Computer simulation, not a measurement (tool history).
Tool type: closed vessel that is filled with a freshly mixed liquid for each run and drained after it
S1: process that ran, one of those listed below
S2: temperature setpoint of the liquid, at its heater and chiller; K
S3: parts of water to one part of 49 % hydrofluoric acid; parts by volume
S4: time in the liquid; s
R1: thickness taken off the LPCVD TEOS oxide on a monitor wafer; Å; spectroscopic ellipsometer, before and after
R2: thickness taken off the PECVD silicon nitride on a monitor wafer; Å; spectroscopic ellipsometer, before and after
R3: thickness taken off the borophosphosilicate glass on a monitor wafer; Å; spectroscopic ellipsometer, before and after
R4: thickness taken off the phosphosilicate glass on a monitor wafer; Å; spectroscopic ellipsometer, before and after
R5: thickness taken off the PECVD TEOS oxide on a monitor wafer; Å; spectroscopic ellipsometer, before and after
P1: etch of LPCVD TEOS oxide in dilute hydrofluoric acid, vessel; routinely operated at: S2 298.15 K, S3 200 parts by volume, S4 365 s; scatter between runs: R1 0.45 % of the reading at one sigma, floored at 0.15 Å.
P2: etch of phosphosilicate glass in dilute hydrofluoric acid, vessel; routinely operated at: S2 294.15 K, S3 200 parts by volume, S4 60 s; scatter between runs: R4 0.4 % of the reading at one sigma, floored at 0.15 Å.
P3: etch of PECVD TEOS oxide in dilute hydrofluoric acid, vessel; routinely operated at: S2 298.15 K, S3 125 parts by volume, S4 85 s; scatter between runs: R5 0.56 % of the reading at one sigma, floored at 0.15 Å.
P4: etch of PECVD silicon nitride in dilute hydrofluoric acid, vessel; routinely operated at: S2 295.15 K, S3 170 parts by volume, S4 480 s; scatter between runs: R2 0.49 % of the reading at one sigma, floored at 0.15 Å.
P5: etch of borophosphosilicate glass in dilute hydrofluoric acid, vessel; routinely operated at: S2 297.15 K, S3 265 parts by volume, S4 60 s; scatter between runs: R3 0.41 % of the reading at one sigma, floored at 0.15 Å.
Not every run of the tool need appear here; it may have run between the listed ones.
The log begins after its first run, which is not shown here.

| run | day | S1 | S2 | S3 | S4 | R1 | R2 | R3 | R4 | R5 |
|---|---|---|---|---|---|---|---|---|---|---|
| 2 | 0.6 | P4 | 295.15 | 170 | 480 |  | 124.21 |  |  |  |
| 3 | 0.871 | P1 | 298.15 | 200 | 365 | 285.16 |  |  |  |  |
| 4 | 1.225 | P5 | 297.15 | 265 | 110 |  |  | 142.84 |  |  |
| 5 | 1.583 | P4 | 295.15 | 170 | 120 |  | 30.801 |  |  |  |
| 6 | 1.933 | P1 | 298.15 | 200 | 365 | 285.22 |  |  |  |  |
| 7 | 2.238 | P2 | 294.15 | 200 | 60 |  |  |  | 464.34 |  |
| 8 | 2.517 | P1 | 305.15 | 200 | 365 | 368.08 |  |  |  |  |
| 9 | 2.95 | P2 | 302.15 | 200 | 60 |  |  |  | 624.8 |  |
| 10 | 3.288 | P3 | 298.15 | 200 | 85 |  |  |  |  | 47.063 |
| 11 | 3.521 | P1 | 298.15 | 200 | 35 | 27.335 |  |  |  |  |
| 12 | 3.862 | P3 | 304.15 | 125 | 85 |  |  |  |  | 102.06 |
| 13 | 4.192 | P3 | 298.15 | 125 | 30 |  |  |  |  | 28.301 |
| 14 | 4.408 | P1 | 298.15 | 200 | 365 | 286.74 |  |  |  |  |
| 15 | 4.846 | P1 | 305.15 | 50 | 365 | 1802.3 |  |  |  |  |
| 16 | 5.271 | P1 | 298.15 | 200 | 365 | 287.16 |  |  |  |  |
| 17 | 5.65 | P2 | 294.15 | 360 | 60 |  |  |  | 222.26 |  |
| 18 | 5.867 | P1 | 298.15 | 85 | 365 | 772.53 |  |  |  |  |
| 19 | 6.104 | P4 | 290.15 | 170 | 480 |  | 88.927 |  |  |  |
| 20 | 6.462 | P1 | 292.15 | 200 | 365 | 226.02 |  |  |  |  |
| 21 | 6.892 | P3 | 298.15 | 125 | 85 |  |  |  |  | 81.624 |
| 22 | 7.279 | P3 | 298.15 | 125 | 85 |  |  |  |  | 82.152 |

What does the tool deliver on the next run?
| 23 | 7.642 | P1 | 298.15 | 200 | 365 | ? |  |  |  |  |

{"run 23": {"R1": 287.14}}
